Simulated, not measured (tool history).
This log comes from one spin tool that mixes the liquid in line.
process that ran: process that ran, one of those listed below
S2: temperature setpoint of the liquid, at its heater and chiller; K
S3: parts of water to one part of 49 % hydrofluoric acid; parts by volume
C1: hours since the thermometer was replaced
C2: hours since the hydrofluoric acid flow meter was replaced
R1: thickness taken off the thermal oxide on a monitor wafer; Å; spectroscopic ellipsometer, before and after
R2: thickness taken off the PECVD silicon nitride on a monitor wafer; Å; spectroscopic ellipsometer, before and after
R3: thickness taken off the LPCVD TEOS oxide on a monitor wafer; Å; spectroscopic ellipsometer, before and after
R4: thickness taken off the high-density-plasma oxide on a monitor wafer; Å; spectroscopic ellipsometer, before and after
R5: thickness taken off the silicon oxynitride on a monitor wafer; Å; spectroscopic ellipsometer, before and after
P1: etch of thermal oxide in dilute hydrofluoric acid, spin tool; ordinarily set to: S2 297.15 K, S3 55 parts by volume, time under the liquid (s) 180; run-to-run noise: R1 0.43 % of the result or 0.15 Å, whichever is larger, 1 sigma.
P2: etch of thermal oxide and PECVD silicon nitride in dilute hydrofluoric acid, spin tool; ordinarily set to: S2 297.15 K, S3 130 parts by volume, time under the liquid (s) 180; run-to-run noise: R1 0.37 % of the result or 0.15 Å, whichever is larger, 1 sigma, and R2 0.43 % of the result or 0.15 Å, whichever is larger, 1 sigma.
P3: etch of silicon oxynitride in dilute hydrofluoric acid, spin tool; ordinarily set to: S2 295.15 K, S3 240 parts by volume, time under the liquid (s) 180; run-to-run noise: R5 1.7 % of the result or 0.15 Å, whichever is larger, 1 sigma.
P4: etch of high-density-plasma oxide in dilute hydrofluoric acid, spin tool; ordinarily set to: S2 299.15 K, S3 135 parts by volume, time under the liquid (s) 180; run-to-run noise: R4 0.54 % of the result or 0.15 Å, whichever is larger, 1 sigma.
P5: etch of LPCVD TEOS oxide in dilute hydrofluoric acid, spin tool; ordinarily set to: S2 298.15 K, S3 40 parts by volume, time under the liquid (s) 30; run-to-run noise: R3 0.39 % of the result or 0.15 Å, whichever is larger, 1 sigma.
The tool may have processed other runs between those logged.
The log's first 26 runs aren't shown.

run 27 hour=278.4 | process_that_ran=P4 S2=306.15 S3=135 time_under_the_liquid_(s)=180 | C1=1323.8 C2=1035.5 | R4=160.21
run 28 hour=285.3 | process_that_ran=P5 S2=298.15 S3=40 time_under_the_liquid_(s)=30 | C1=1330.7 C2=1042.4 | R3=253.95
run 29 hour=294.9 | process_that_ran=P2 S2=297.15 S3=220 time_under_the_liquid_(s)=180 | C1=1340.3 C2=1052 | R1=32.38 R2=36.93
run 30 hour=308.2 | process_that_ran=P5 S2=298.15 S3=60 time_under_the_liquid_(s)=30 | C1=1353.6 C2=1065.3 | R3=164.62
run 31 hour=316.5 | process_that_ran=P1 S2=297.15 S3=55 time_under_the_liquid_(s)=180 | C1=1361.9 C2=1073.6 | R1=162.51
run 32 hour=324.1 | process_that_ran=P1 S2=297.15 S3=55 time_under_the_liquid_(s)=180 | C1=1369.5 C2=1081.2 | R1=163.74
run 33 hour=335 | process_that_ran=P1 S2=297.15 S3=55 time_under_the_liquid_(s)=180 | C1=1380.4 C2=1092.1 | R1=166.77
run 34 hour=343.5 | process_that_ran=P1 S2=297.15 S3=55 time_under_the_liquid_(s)=180 | C1=1388.9 C2=1100.6 | R1=169.19
run 35 hour=356.3 | process_that_ran=P1 S2=297.15 S3=55 time_under_the_liquid_(s)=180 | C1=1401.7 C2=1113.4 | R1=171.76
run 36 hour=363.1 | process_that_ran=P1 S2=297.15 S3=55 time_under_the_liquid_(s)=180 | C1=1408.5 C2=1120.2 | R1=171.13
run 37 hour=377.1 | process_that_ran=P1 S2=297.15 S3=55 time_under_the_liquid_(s)=180 | C1=1422.5 C2=1134.2 | R1=174.24
run 38 hour=391.9 | process_that_ran=P1 S2=297.15 S3=55 time_under_the_liquid_(s)=180 | C1=1437.3 C2=1149 | R1=173.74
run 39 hour=403.1 | process_that_ran=P1 S2=297.15 S3=55 time_under_the_liquid_(s)=180 | C1=1448.5 C2=1160.2 | R1=175.14
run 40 hour=414.6 | process_that_ran=P1 S2=297.15 S3=55 time_under_the_liquid_(s)=180 | C1=1460 C2=1171.7 | R1=174.34

For run 41, what comes out?
run 41 hour=422.9 | process_that_ran=P1 S2=297.15 S3=55 time_under_the_liquid_(s)=180 | C1=1468.3 C2=1180 | R1=?

{"run 41": {"R1": 173.47}}

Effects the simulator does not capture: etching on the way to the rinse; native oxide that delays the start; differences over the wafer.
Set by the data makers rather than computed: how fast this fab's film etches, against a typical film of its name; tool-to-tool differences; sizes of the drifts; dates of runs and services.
